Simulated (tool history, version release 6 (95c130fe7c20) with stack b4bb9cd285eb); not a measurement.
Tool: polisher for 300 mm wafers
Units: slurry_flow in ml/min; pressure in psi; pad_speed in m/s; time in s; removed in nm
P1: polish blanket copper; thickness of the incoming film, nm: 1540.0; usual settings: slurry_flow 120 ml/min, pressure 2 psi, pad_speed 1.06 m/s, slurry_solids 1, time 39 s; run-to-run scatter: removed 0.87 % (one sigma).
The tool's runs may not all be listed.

run,hour,slurry_flow,pressure,pad_speed,slurry_solids,time,wafers polished on this pad,hours since the slurry nozzle was cleaned,hours since the head pressure was calibrated,hours since the slurry blender was calibrated,removed
1,16.3,120,2,1.06,1,39,570,230.6,184,162,71.629
2,30.3,120,1.1,0.68,1,39,790,244.6,198,176,25.503
3,38.2,120,2,0.56,1,39,914,252.5,205.9,183.9,38.123
4,48.5,120,2,1.06,1,52,1076,262.8,216.2,194.2,96.085
5,64.5,120,2,1.42,1,39,1328,278.8,232.2,210.2,96.128
6,72.5,180,2,1.06,1,39,1454,286.8,240.2,218.2,77.979
7,86.5,120,2,1.06,1,39,1674,300.8,254.2,232.2,72.537
8,101.8,120,2,0.5,1,18,1914,316.1,269.5,247.5,15.85
9,113.8,120,2,1.06,0.55,39,2103,328.1,281.5,259.5,63.823
10,130.5,120,2.7,1.06,1,39,2366,344.8,298.2,276.2,97.721
11,142.7,120,2,1.06,1.35,39,2557,357,310.4,288.4,75.561
12,153.6,120,0.9,1.06,1,39,2729,367.9,321.3,299.3,32.703
13,161.9,120,2,1.06,1,39,2859,376.2,329.6,307.6,72.761
14,172.6,120,2,1.06,0.6,29,3027,386.9,340.3,318.3,48.257
15,182.2,70,2,1.06,1,39,3178,396.5,349.9,327.9,62.067
16,194.3,120,2,1.06,1,18,3369,408.6,362,340,33.05
17,204.5,120,2,1.06,1,39,3529,418.8,372.2,350.2,72.081
18,219.2,120,2,1.06,1,39,3760,433.5,386.9,364.9,72.41
19,234.5,120,2,1.06,1,39,4001,448.8,402.2,380.2,72.449
20,247.6,120,2,1.06,1,39,4207,461.9,415.3,393.3,68.489
21,264.1,120,2,1.06,1,39,4466,478.4,431.8,409.8,67.398
# hour 264.9: worn pad replaced by a new one
22,279.3,120,2,1.06,1,39,227,493.6,447,425,66.292
23,287,120,2,1.06,1,39,348,501.3,454.7,432.7,66.091
24,295.8,120,2,1.06,1,39,486,510.1,463.5,441.5,65.991
# hour 296.6: slurry blender recalibrated
25,312.7,120,2,1.06,1,39,752,527,480.4,16.1,65.611
26,320.9,120,2,1.06,1,39,881,535.2,488.6,24.3,65.617

What P1 gives has crept away from where it was. These 2 causes fit the log equally well, each at the size given:
A: slurry flow missing at the pad, % = 30.9
B: head's pressure below its setpoint, % = 8.9
The creep began at about hour 234.5.
Why every other cause is out:
removal rate lost through wear of the pad, %: serviced at hour 264.9, which brought nothing back
abrasive missing from the slurry, %: serviced at hour 296.6, which brought nothing back

4 check runs are offered, each on 5 wafers whose results are averaged, their results left as question marks. Which one tells the causes apart?
check 1,329.1,120,2,0.62,1.2,39,,,,,?
check 2,329.1,120,2,1.06,0.6,39,,,,,?
check 3,329.1,180,2,1.06,0.8,39,,,,,?
check 4,329.1,120,2,1.06,0.8,39,,,,,?

What each check would give under each cause:
check,result,if A,if B
check 1,removed,40.026,40.025
check 2,removed,59.161,59.16
check 3,removed,69.399,67.443
check 4,removed,62.751,62.749
How far apart the two closest causes lie, in the result that separates them most: check 1 0 %; check 2 0 %; check 3 2.86 %; check 4 0 %
Check 3 tells the causes apart: in the others they would give nearly the same result.

Then check 3 was run and gave: removed 67.377 nm. Which cause is it?

It is B: head's pressure below its setpoint, %.

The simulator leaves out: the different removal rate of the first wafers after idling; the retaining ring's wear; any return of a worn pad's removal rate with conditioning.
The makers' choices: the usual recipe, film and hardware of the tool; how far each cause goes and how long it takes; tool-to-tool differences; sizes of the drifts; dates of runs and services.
